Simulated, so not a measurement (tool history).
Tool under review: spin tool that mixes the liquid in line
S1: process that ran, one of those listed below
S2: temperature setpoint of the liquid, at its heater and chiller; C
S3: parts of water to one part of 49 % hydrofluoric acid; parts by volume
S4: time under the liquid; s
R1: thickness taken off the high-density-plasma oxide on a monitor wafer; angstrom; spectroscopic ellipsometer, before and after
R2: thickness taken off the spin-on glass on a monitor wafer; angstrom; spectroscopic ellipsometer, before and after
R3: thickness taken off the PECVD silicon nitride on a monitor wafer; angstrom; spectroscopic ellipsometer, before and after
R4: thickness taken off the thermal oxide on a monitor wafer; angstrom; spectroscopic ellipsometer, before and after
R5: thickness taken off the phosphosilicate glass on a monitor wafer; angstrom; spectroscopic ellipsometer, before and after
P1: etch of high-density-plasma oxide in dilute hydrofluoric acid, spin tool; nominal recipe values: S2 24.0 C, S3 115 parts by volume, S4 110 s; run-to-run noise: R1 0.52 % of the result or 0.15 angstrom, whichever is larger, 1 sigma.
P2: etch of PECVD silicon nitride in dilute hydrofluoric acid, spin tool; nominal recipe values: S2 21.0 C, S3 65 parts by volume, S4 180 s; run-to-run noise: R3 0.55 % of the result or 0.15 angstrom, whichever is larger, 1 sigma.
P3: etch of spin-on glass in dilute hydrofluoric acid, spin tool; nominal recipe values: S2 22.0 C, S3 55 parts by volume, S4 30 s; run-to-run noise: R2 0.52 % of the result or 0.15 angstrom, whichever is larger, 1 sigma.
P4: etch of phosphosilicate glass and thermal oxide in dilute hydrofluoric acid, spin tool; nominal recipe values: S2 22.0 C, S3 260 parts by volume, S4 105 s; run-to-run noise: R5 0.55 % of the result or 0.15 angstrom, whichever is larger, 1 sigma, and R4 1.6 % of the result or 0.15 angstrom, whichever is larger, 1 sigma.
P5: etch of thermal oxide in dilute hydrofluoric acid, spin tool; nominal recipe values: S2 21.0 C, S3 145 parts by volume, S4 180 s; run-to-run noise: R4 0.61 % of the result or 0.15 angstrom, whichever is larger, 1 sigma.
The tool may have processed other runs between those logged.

run 1 day=0.221 | S1=P1 S2=24.0 S3=115 S4=110 | R1=71.790
run 2 day=0.450 | S1=P3 S2=22.0 S3=55 S4=15 | R2=75.229
run 3 day=0.629 | S1=P1 S2=24.0 S3=115 S4=30 | R1=19.183
run 4 day=0.800 | S1=P2 S2=21.0 S3=20 S4=180 | R3=408.080
run 5 day=1.025 | S1=P3 S2=22.0 S3=55 S4=30 | R2=153.050
run 6 day=1.221 | S1=P1 S2=24.0 S3=115 S4=110 | R1=71.651
run 7 day=1.325 | S1=P5 S2=21.0 S3=145 S4=180 | R4=47.3840
run 8 day=1.467 | S1=P1 S2=24.0 S3=65 S4=110 | R1=135.600
run 9 day=1.629 | S1=P2 S2=21.0 S3=65 S4=180 | R3=131.970
run 10 day=1.771 | S1=P3 S2=26.5 S3=55 S4=30 | R2=182.970
run 11 day=1.875 | S1=P4 S2=22.0 S3=260 S4=105 | R4=14.3460 R5=487.76
run 12 day=2.038 | S1=P1 S2=24.0 S3=115 S4=110 | R1=71.231
run 13 day=2.246 | S1=P5 S2=27.0 S3=145 S4=180 | R4=60.1060
run 14 day=2.429 | S1=P5 S2=21.0 S3=55 S4=180 | R4=139.8100
run 15 day=2.571 | S1=P1 S2=24.0 S3=30 S4=20 | R1=55.923
run 16 day=2.671 | S1=P3 S2=22.0 S3=55 S4=30 | R2=151.660
run 17 day=2.838 | S1=P3 S2=22.0 S3=20 S4=30 | R2=437.230
run 18 day=3.062 | S1=P1 S2=24.0 S3=115 S4=195 | R1=127.630
run 19 day=3.288 | S1=P2 S2=21.0 S3=65 S4=60 | R3=43.736
run 20 day=3.508 | S1=P1 S2=24.0 S3=115 S4=110 | R1=71.686
run 21 day=3.671 | S1=P4 S2=17.0 S3=260 S4=105 | R4=11.8130 R5=404.33
run 22 day=3.875 | S1=P1 S2=19.5 S3=115 S4=110 | R1=59.590
run 23 day=4.046 | S1=P1 S2=24.0 S3=115 S4=110 | R1=71.799
run 24 day=4.200 | S1=P4 S2=22.0 S3=260 S4=50 | R4=6.7547 R5=235.56
run 25 day=4.421 | S1=P1 S2=24.0 S3=25 S4=15 | R1=50.530
run 26 day=4.625 | S1=P1 S2=28.5 S3=115 S4=110 | R1=85.545
run 27 day=4.792 | S1=P1 S2=24.0 S3=190 S4=110 | R1=39.995
run 28 day=4.904 | S1=P5 S2=21.0 S3=145 S4=180 | R4=47.2830
run 29 day=5.042 | S1=P5 S2=21.0 S3=145 S4=330 | R4=87.1110
run 30 day=5.271 | S1=P4 S2=22.0 S3=70 S4=105 | R4=63.7860 R5=2231.40
run 31 day=5.471 | S1=P2 S2=29.5 S3=65 S4=180 | R3=229.800
run 32 day=5.600 | S1=P1 S2=24.0 S3=115 S4=110 | R1=71.669
run 33 day=5.742 | S1=P1 S2=24.0 S3=115 S4=110 | R1=71.727
run 34 day=5.921 | S1=P1 S2=24.0 S3=115 S4=110 | R1=69.120
run 35 day=6.046 | S1=P1 S2=24.0 S3=115 S4=110 | R1=68.348
run 36 day=6.225 | S1=P1 S2=24.0 S3=115 S4=110 | R1=67.060
run 37 day=6.333 | S1=P1 S2=24.0 S3=115 S4=110 | R1=66.778
run 38 day=6.558 | S1=P1 S2=24.0 S3=115 S4=110 | R1=66.879
run 39 day=6.692 | S1=P1 S2=24.0 S3=115 S4=110 | R1=65.861
run 40 day=6.908 | S1=P1 S2=24.0 S3=115 S4=110 | R1=65.935
run 41 day=7.133 | S1=P1 S2=24.0 S3=115 S4=110 | R1=65.438
run 42 day=7.288 | S1=P1 S2=24.0 S3=115 S4=110 | R1=65.631
run 43 day=7.392 | S1=P1 S2=24.0 S3=115 S4=110 | R1=65.358

The output of P1 has drifted from where it used to be. Each of the 2 causes below, taken at the size shown beside it, accounts for the log equally well:
A: hydrofluoric acid flow below the setpoint (%) = 7.37
B: liquid colder than its thermometer reads (K) = 2.21
The gradual shift began around day 5.742.

Question marks stand in for the results of the 4 check runs listed below, each run on one wafer. Under which run would the listed causes show clearly different results?
run check 1 day=7.496 | S1=P2 S2=28.5 S3=20 S4=180 | R3=?
run check 2 day=7.496 | S1=P4 S2=17.0 S3=120 S4=105 | R4=? R5=?
run check 3 day=7.496 | S1=P5 S2=21.0 S3=60 S4=305 | R4=?
run check 4 day=7.496 | S1=P3 S2=26.5 S3=55 S4=15 | R2=?

Outcome of each check run for each possible cause:
check=check_1 result=R3 if_A=634.230 if_B=588.610
check=check_2 result=R4 if_A=27.3060 if_B=27.1160
check=check_2 result=R5 if_A=914.31 if_B=907.98
check=check_3 result=R4 if_A=197.2400 if_B=195.0800
check=check_4 result=R2 if_A=84.105 if_B=83.531
Gap, in per cent, between the two causes that each check separates least, read from the result that separates them most: check 1 7.47 %; check 2 0.7 %; check 3 1.1 %; check 4 0.68 %
Check 1 distinguishes between the causes, while the remaining checks would return nearly the same result for all of them.

Here is what check 1 returned: R3 587.190 angstrom. Which cause is it?

It is B: liquid colder than its thermometer reads (K).
